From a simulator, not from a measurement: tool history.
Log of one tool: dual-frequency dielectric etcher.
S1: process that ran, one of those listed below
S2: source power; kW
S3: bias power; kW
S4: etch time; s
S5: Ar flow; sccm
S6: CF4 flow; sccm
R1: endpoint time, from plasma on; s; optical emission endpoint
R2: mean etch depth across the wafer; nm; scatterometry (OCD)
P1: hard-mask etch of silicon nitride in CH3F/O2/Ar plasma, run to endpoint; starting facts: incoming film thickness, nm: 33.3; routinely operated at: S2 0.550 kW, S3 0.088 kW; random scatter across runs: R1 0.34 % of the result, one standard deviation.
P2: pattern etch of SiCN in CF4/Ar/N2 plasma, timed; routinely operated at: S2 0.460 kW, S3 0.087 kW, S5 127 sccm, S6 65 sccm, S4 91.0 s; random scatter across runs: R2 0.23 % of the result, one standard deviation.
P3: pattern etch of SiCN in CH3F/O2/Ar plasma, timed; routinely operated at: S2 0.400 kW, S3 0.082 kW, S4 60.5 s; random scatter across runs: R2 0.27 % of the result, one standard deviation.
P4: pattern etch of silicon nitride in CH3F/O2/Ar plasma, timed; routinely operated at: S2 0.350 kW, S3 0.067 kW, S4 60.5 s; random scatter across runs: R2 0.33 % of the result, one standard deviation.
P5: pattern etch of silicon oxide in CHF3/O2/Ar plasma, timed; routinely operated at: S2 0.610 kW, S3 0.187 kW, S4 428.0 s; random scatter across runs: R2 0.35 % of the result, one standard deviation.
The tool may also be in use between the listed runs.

{"run": 1, "hour": 14.5, "S1": "P1", "S2": 0.55, "S3": 0.088, "R1": 40.07}
{"run": 2, "hour": 25.5, "S1": "P5", "S2": 0.61, "S3": 0.187, "S4": 428.0, "R2": 868.16}
{"run": 3, "hour": 36.7, "S1": "P5", "S2": 0.83, "S3": 0.187, "S4": 428.0, "R2": 979.46}
{"run": 4, "hour": 44.6, "S1": "P1", "S2": 0.46, "S3": 0.105, "R1": 40.253}
{"run": 5, "hour": 59.3, "S1": "P4", "S2": 0.35, "S3": 0.094, "S4": 60.5, "R2": 45.258}
{"run": 6, "hour": 72.7, "S1": "P3", "S2": 0.4, "S3": 0.082, "S4": 60.5, "R2": 22.646}
{"run": 7, "hour": 81.2, "S1": "P2", "S2": 0.46, "S3": 0.069, "S4": 91.0, "S5": 127, "S6": 65, "R2": 74.84}
{"run": 8, "hour": 99.0, "S1": "P4", "S2": 0.35, "S3": 0.067, "S4": 36.5, "R2": 24.228}
{"run": 9, "hour": 116.3, "S1": "P1", "S2": 0.55, "S3": 0.121, "R1": 35.758}
{"run": 10, "hour": 133.2, "S1": "P3", "S2": 0.47, "S3": 0.082, "S4": 60.5, "R2": 24.139}
{"run": 11, "hour": 151.4, "S1": "P1", "S2": 0.55, "S3": 0.088, "R1": 40.191}
{"run": 12, "hour": 169.1, "S1": "P1", "S2": 0.41, "S3": 0.067, "R1": 49.29}
{"run": 13, "hour": 184.3, "S1": "P5", "S2": 0.61, "S3": 0.233, "S4": 428.0, "R2": 941.88}
{"run": 14, "hour": 196.4, "S1": "P3", "S2": 0.4, "S3": 0.063, "S4": 60.5, "R2": 20.726}
{"run": 15, "hour": 207.2, "S1": "P1", "S2": 0.74, "S3": 0.088, "R1": 35.805}
{"run": 16, "hour": 219.7, "S1": "P3", "S2": 0.4, "S3": 0.082, "S4": 60.5, "R2": 22.759}
{"run": 17, "hour": 231.4, "S1": "P2", "S2": 0.46, "S3": 0.087, "S4": 127.5, "S5": 127, "S6": 65, "R2": 114.29}
{"run": 18, "hour": 244.4, "S1": "P1", "S2": 0.34, "S3": 0.088, "R1": 47.858}
{"run": 19, "hour": 254.9, "S1": "P2", "S2": 0.46, "S3": 0.087, "S4": 91.0, "S5": 127, "S6": 65, "R2": 81.355}
{"run": 20, "hour": 272.0, "S1": "P5", "S2": 0.61, "S3": 0.187, "S4": 283.5, "R2": 577.67}
{"run": 21, "hour": 284.3, "S1": "P4", "S2": 0.35, "S3": 0.067, "S4": 60.5, "R2": 40.102}
{"run": 22, "hour": 300.3, "S1": "P4", "S2": 0.26, "S3": 0.067, "S4": 60.5, "R2": 35.607}
{"run": 23, "hour": 317.4, "S1": "P2", "S2": 0.46, "S3": 0.087, "S4": 91.0, "S5": 127, "S6": 50, "R2": 78.195}
{"run": 24, "hour": 333.2, "S1": "P1", "S2": 0.55, "S3": 0.088, "R1": 40.0}
{"run": 25, "hour": 343.3, "S1": "P1", "S2": 0.34, "S3": 0.056, "R1": 56.077}

Run 26 comes next. What will it give?
{"run": 26, "hour": 352.4, "S1": "P1", "S2": 0.55, "S3": 0.088, "R1": "?"}

Logged for run 26: R1 40.015 s.
